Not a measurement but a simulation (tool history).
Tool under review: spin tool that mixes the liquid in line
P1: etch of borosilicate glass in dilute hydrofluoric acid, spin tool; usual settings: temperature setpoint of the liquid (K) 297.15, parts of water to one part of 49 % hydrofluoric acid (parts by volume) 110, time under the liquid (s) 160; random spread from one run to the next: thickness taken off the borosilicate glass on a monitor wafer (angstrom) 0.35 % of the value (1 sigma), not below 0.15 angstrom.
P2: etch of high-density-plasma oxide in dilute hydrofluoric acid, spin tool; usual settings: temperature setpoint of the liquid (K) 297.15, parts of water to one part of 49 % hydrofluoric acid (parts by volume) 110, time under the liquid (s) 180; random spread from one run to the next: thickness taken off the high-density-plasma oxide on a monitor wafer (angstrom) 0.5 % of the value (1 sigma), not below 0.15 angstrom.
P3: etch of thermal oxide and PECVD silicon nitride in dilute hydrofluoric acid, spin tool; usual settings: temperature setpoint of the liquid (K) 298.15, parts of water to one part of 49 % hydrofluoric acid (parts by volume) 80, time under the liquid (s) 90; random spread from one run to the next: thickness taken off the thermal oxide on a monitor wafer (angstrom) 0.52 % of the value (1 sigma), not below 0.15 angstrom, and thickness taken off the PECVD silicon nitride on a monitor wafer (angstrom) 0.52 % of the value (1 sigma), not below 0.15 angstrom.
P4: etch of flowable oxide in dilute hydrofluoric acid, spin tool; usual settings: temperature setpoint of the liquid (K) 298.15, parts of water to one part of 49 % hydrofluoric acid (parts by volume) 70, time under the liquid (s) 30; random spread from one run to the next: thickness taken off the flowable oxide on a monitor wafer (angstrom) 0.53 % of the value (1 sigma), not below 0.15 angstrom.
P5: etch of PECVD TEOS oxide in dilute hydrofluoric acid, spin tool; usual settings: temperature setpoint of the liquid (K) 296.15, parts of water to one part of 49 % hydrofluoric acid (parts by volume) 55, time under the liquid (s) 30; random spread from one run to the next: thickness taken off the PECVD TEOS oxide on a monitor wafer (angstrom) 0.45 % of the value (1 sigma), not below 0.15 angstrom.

run     day  process that ran  temperature setpoint of the liquid (K)  parts of water to one part of 49 % hydrofluoric acid (parts by volume)  time under the liquid (s)  hours since the thermometer was replaced  hours since the hydrofluoric acid flow meter was replaced  thickness taken off the borosilicate glass on a monitor wafer (angstrom)  thickness taken off the thermal oxide on a monitor wafer (angstrom)  thickness taken off the PECVD silicon nitride on a monitor wafer (angstrom)  thickness taken off the high-density-plasma oxide on a monitor wafer (angstrom)  thickness taken off the flowable oxide on a monitor wafer (angstrom)  thickness taken off the PECVD TEOS oxide on a monitor wafer (angstrom)
  1   0.538                P1                                  297.15                                                                     110                        160                                    1359.7                                                      316.4                                                                   468.480
  2   0.858                P3                                  298.15                                                                      45                         90                                    1367.4                                                      324.1                                                                                                                                        103.260                                                                       69.395
  3   1.271                P2                                  297.15                                                                     110                        180                                    1377.3                                                      334.0                                                                                                                                                                                                                                                                                                      120.010
  4   1.683                P4                                  298.15                                                                      70                         30                                    1387.2                                                      343.9                                                                                                                                                                                                                                                                                                                                                                            150.050
  5   2.188                P2                                  297.15                                                                     110                         65                                    1399.3                                                      356.0                                                                                                                                                                                                                                                                                                       43.194
  6   2.738                P4                                  305.15                                                                      70                         30                                    1412.5                                                      369.2                                                                                                                                                                                                                                                                                                                                                                            194.520
  7   3.367                P1                                  301.15                                                                     110                        160                                    1427.6                                                      384.3                                                                   545.220
  8   3.833                P2                                  297.15                                                                     185                        180                                    1438.8                                                      395.5                                                                                                                                                                                                                                                                                                       64.711
  9   4.133                P2                                  293.15                                                                     110                        180                                    1446.0                                                      402.7                                                                                                                                                                                                                                                                                                      101.650
 10   4.642                P1                                  290.15                                                                     110                        160                                    1458.2                                                      414.9                                                                   353.950
 11   5.204                P1                                  297.15                                                                     170                        160                                    1471.7                                                      428.4                                                                   282.390
 12   5.775                P3                                  306.15                                                                      80                         90                                    1485.4                                                      442.1                                                                                                                                         75.440                                                                       66.811
 13   6.079                P2                                  297.15                                                                     110                        180                                    1492.7                                                      449.4                                                                                                                                                                                                                                                                                                      119.520
 14   6.717                P4                                  298.15                                                                      70                         30                                    1508.0                                                      464.7                                                                                                                                                                                                                                                                                                                                                                            148.570
 15   7.088                P4                                  298.15                                                                      25                         30                                    1516.9                                                      473.6                                                                                                                                                                                                                                                                                                                                                                            439.830
 16   7.425                P1                                  297.15                                                                     110                        160                                    1525.0                                                      481.7                                                                   468.930
 17   7.958                P3                                  298.15                                                                      80                         90                                    1537.8                                                      494.5                                                                                                                                         54.984                                                                       39.835
 18   8.271                P1                                  297.15                                                                     110                        310                                    1545.3                                                      502.0                                                                   907.880
 19   8.654                P3                                  298.15                                                                      80                        130                                    1554.5                                                      511.2                                                                                                                                         79.400                                                                       57.372
 20   9.071                P1                                  297.15                                                                     110                         75                                    1564.5                                                      521.2                                                                   218.120
 21   9.750                P1                                  297.15                                                                     185                         45                                    1580.8                                                      537.5                                                                    71.905
 22  10.271                P5                                  296.15                                                                      55                         45                                    1593.3                                                      550.0                                                                                                                                                                                                                                                                                                                                                                                                                                                    107.450
 23  10.588                P5                                  296.15                                                                      55                         30                                    1600.9                                                      557.6                                                                                                                                                                                                                                                                                                                                                                                                                                                     71.537
 24  11.242                P5                                  291.15                                                                      55                         30                                    1616.6                                                      573.3                                                                                                                                                                                                                                                                                                                                                                                                                                                     58.324
 25  11.629                P1                                  297.15                                                                      50                        160                                    1625.9                                                      582.6                                                                  1104.100
 26  12.200                P1                                  297.15                                                                     110                        160                                    1639.6                                                      596.3                                                                   470.030
 27  12.733                P1                                  297.15                                                                     110                        160                                    1652.4                                                      609.1                                                                   466.400
 28  13.396                P1                                  297.15                                                                     110                        160                                    1668.3                                                      625.0                                                                   467.880
 29  13.875                P4                                  298.15                                                                      70                         15                                    1679.8                                                      636.5                                                                                                                                                                                                                                                                                                                                                                             74.152
 30  14.312                P5                                  296.15                                                                      20                         30                                    1690.3                                                      647.0                                                                                                                                                                                                                                                                                                                                                                                                                                                    205.430
 31  14.842                P1                                  297.15                                                                     110                        160                                    1703.0                                                      659.7                                                                   468.430
 32  15.429                P1                                  297.15                                                                     110                        160                                    1717.1                                                      673.8                                                                   452.570
 33  16.038                P1                                  297.15                                                                     110                        160                                    1731.7                                                      688.4                                                                   443.950
 34  16.379                P1                                  297.15                                                                     110                        160                                    1739.9                                                      696.6                                                                   441.420
 35  16.992                P1                                  297.15                                                                     110                        160                                    1754.6                                                      711.3                                                                   436.580
 36  17.346                P1                                  297.15                                                                     110                        160                                    1763.1                                                      719.8                                                                   431.760
 37  17.908                P1                                  297.15                                                                     110                        160                                    1776.6                                                      733.3                                                                   430.250
 38  18.483                P1                                  297.15                                                                     110                        160                                    1790.4                                                      747.1                                                                   430.730
 39  18.942                P1                                  297.15                                                                     110                        160                                    1801.4                                                      758.1                                                                   433.420
 40  19.267                P1                                  297.15                                                                     110                        160                                    1809.2                                                      765.9                                                                   431.120

What P1 gives has crept away from where it was. These 2 causes fit the log equally well, each at the size given:
A: hydrofluoric acid flow below the setpoint (%) = 7.04
B: liquid colder than its thermometer reads (K) = 2.1
The onset of the drift is placed at about day 14.842.

4 check runs are offered, one wafer each, their results left as question marks. Which one tells the causes apart?
check 1  19.592                P2                                  297.15                                                                     110                        180                                                                                                                                                                                                                                                                                                                                                                                                                 ?
check 2  19.592                P4                                  298.15                                                                      70                         30                                                                                                                                                                                                                                                                                                                                                                                                                                                                                       ?
check 3  19.592                P3                                  298.15                                                                      80                         90                                                                                                                                                                                                                                                   ?                                                                            ?
check 4  19.592                P5                                  296.15                                                                      55                         30                                                                                                                                                                                                                                                                                                                                                                                                                                                                                                                                                               ?

How each check would come out, cause by cause:
  check                                                                           result     if A     if B
check 1  thickness taken off the high-density-plasma oxide on a monitor wafer (angstrom)  109.960  109.920
check 2             thickness taken off the flowable oxide on a monitor wafer (angstrom)  136.990  136.280
check 3              thickness taken off the thermal oxide on a monitor wafer (angstrom)   50.841   50.657
check 3      thickness taken off the PECVD silicon nitride on a monitor wafer (angstrom)   37.012   34.595
check 4           thickness taken off the PECVD TEOS oxide on a monitor wafer (angstrom)   66.224   65.625
Separation of the two closest causes in each check, using whichever result separates them best: check 1 0.04 %; check 2 0.52 %; check 3 6.75 %; check 4 0.91 %
Only in check 3 would the causes give clearly different results; in the remaining checks their results would be nearly the same.

Then check 3 was run and gave: thickness taken off the thermal oxide on a monitor wafer (angstrom) 50.975; thickness taken off the PECVD silicon nitride on a monitor wafer (angstrom) 34.264. Which cause is it?

B is the cause: liquid colder than its thermometer reads (K).

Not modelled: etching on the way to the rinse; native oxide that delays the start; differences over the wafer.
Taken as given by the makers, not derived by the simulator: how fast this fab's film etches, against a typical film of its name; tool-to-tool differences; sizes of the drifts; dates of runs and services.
